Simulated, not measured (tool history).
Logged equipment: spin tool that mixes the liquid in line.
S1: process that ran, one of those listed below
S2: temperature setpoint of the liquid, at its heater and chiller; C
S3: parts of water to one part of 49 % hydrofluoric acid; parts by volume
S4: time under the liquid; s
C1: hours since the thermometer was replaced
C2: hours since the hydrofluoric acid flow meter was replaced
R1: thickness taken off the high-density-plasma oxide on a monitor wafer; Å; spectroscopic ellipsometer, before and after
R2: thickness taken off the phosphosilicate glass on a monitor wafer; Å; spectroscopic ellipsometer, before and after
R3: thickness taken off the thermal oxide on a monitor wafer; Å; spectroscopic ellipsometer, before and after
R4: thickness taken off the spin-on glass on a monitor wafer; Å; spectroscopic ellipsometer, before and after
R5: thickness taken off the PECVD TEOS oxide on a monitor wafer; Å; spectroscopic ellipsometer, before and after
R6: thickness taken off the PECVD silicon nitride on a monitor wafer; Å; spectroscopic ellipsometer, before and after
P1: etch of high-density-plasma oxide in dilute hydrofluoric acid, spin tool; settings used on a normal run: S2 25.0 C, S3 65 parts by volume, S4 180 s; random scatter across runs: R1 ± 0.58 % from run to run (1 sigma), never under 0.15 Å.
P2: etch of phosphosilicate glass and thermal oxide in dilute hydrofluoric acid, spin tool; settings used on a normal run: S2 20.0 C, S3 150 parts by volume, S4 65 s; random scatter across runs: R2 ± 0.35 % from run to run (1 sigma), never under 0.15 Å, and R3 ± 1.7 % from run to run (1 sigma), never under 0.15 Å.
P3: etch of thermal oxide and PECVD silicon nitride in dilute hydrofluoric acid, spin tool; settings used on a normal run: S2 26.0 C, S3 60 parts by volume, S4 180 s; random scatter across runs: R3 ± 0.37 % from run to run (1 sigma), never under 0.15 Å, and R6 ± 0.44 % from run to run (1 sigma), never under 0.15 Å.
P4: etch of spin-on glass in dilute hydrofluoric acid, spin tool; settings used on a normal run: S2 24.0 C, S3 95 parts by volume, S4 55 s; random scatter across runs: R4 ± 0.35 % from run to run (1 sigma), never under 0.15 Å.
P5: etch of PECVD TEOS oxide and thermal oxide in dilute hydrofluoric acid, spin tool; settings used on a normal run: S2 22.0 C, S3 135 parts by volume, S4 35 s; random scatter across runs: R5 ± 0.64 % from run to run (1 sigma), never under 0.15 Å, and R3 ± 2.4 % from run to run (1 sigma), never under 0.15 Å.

run 1 hour=3.6 | S1=P1 S2=25.0 S3=65 S4=180 | C1=906.7 C2=497.6 | R1=151.920
run 2 hour=8.5 | S1=P2 S2=20.0 S3=150 S4=65 | C1=911.6 C2=502.5 | R2=280.570 R3=15.8680
run 3 hour=11.7 | S1=P1 S2=25.0 S3=35 S4=85 | C1=914.8 C2=505.7 | R1=139.870
run 4 hour=14.2 | S1=P4 S2=24.0 S3=95 S4=25 | C1=917.3 C2=508.2 | R4=141.20
run 5 hour=18.8 | S1=P4 S2=24.0 S3=20 S4=55 | C1=921.9 C2=512.8 | R4=1634.40
run 6 hour=23.7 | S1=P2 S2=20.0 S3=150 S4=65 | C1=926.8 C2=517.7 | R2=280.840 R3=15.6340
run 7 hour=27.0 | S1=P1 S2=30.0 S3=115 S4=180 | C1=930.1 C2=521.0 | R1=99.422
run 8 hour=30.5 | S1=P5 S2=22.0 S3=135 S4=35 | C1=933.6 C2=524.5 | R3=10.2800 R5=40.467
run 9 hour=33.3 | S1=P1 S2=25.0 S3=65 S4=345 | C1=936.4 C2=527.3 | R1=291.800
run 10 hour=36.3 | S1=P1 S2=25.0 S3=65 S4=180 | C1=939.4 C2=530.3 | R1=152.810
run 11 hour=39.0 | S1=P5 S2=22.0 S3=135 S4=35 | C1=942.1 C2=533.0 | R3=10.7090 R5=40.173
run 12 hour=43.7 | S1=P1 S2=25.0 S3=65 S4=80 | C1=946.8 C2=537.7 | R1=68.776
run 13 hour=49.2 | S1=P5 S2=22.0 S3=135 S4=15 | C1=952.3 C2=543.2 | R3=4.4577 R5=17.383
run 14 hour=51.9 | S1=P1 S2=25.0 S3=65 S4=180 | C1=955.0 C2=545.9 | R1=155.040
run 15 hour=56.5 | S1=P1 S2=25.0 S3=65 S4=180 | C1=959.6 C2=550.5 | R1=153.580
run 16 hour=61.8 | S1=P3 S2=26.0 S3=60 S4=345 | C1=964.9 C2=555.8 | R3=301.7000 R6=244.690
run 17 hour=65.3 | S1=P1 S2=25.0 S3=65 S4=180 | C1=968.4 C2=559.3 | R1=153.860
run 18 hour=70.3 | S1=P1 S2=18.0 S3=65 S4=180 | C1=973.4 C2=564.3 | R1=114.890
run 19 hour=74.4 | S1=P3 S2=18.0 S3=60 S4=180 | C1=977.5 C2=568.4 | R3=112.9000 R6=74.548
run 20 hour=79.4 | S1=P5 S2=17.0 S3=135 S4=35 | C1=982.5 C2=573.4 | R3=8.5554 R5=33.499
run 21 hour=84.5 | S1=P2 S2=20.0 S3=230 S4=65 | C1=987.6 C2=578.5 | R2=167.990 R3=9.6513
run 22 hour=88.3 | S1=P5 S2=22.0 S3=230 S4=35 | C1=991.4 C2=582.3 | R3=5.6752 R5=21.526
run 23 hour=90.7 | S1=P1 S2=25.0 S3=110 S4=180 | C1=993.8 C2=584.7 | R1=86.521
run 24 hour=94.1 | S1=P4 S2=32.5 S3=95 S4=55 | C1=997.2 C2=588.1 | R4=431.52
run 25 hour=98.5 | S1=P3 S2=26.0 S3=60 S4=180 | C1=1001.6 C2=592.5 | R3=157.3700 R6=127.490
run 26 hour=103.3 | S1=P1 S2=29.5 S3=65 S4=180 | C1=1006.4 C2=597.3 | R1=183.590
run 27 hour=107.0 | S1=P4 S2=24.0 S3=95 S4=55 | C1=1010.1 C2=601.0 | R4=313.95
run 28 hour=110.0 | S1=P2 S2=20.0 S3=150 S4=15 | C1=1013.1 C2=604.0 | R2=65.026 R3=3.7976
run 29 hour=115.3 | S1=P2 S2=17.0 S3=150 S4=65 | C1=1018.4 C2=609.3 | R2=250.340 R3=14.0660
run 30 hour=120.1 | S1=P3 S2=26.0 S3=20 S4=180 | C1=1023.2 C2=614.1 | R3=498.4700 R6=369.500
run 31 hour=124.7 | S1=P1 S2=25.0 S3=65 S4=180 | C1=1027.8 C2=618.7 | R1=154.010
run 32 hour=129.4 | S1=P1 S2=25.0 S3=35 S4=180 | C1=1032.5 C2=623.4 | R1=296.600
run 33 hour=134.4 | S1=P1 S2=25.0 S3=65 S4=180 | C1=1037.5 C2=628.4 | R1=153.620
run 34 hour=139.2 | S1=P1 S2=25.0 S3=65 S4=180 | C1=1042.3 C2=633.2 | R1=148.630
run 35 hour=144.6 | S1=P1 S2=25.0 S3=65 S4=180 | C1=1047.7 C2=638.6 | R1=145.300
run 36 hour=149.5 | S1=P1 S2=25.0 S3=65 S4=180 | C1=1052.6 C2=643.5 | R1=144.570
run 37 hour=152.8 | S1=P1 S2=25.0 S3=65 S4=180 | C1=1055.9 C2=646.8 | R1=145.950
run 38 hour=155.4 | S1=P1 S2=25.0 S3=65 S4=180 | C1=1058.5 C2=649.4 | R1=145.710
run 39 hour=158.8 | S1=P1 S2=25.0 S3=65 S4=180 | C1=1061.9 C2=652.8 | R1=144.130

Run 40 comes next. What will it give?
run 40 hour=161.7 | S1=P1 S2=25.0 S3=65 S4=180 | C1=1064.8 C2=655.7 | R1=?

R1: 144.270 Å
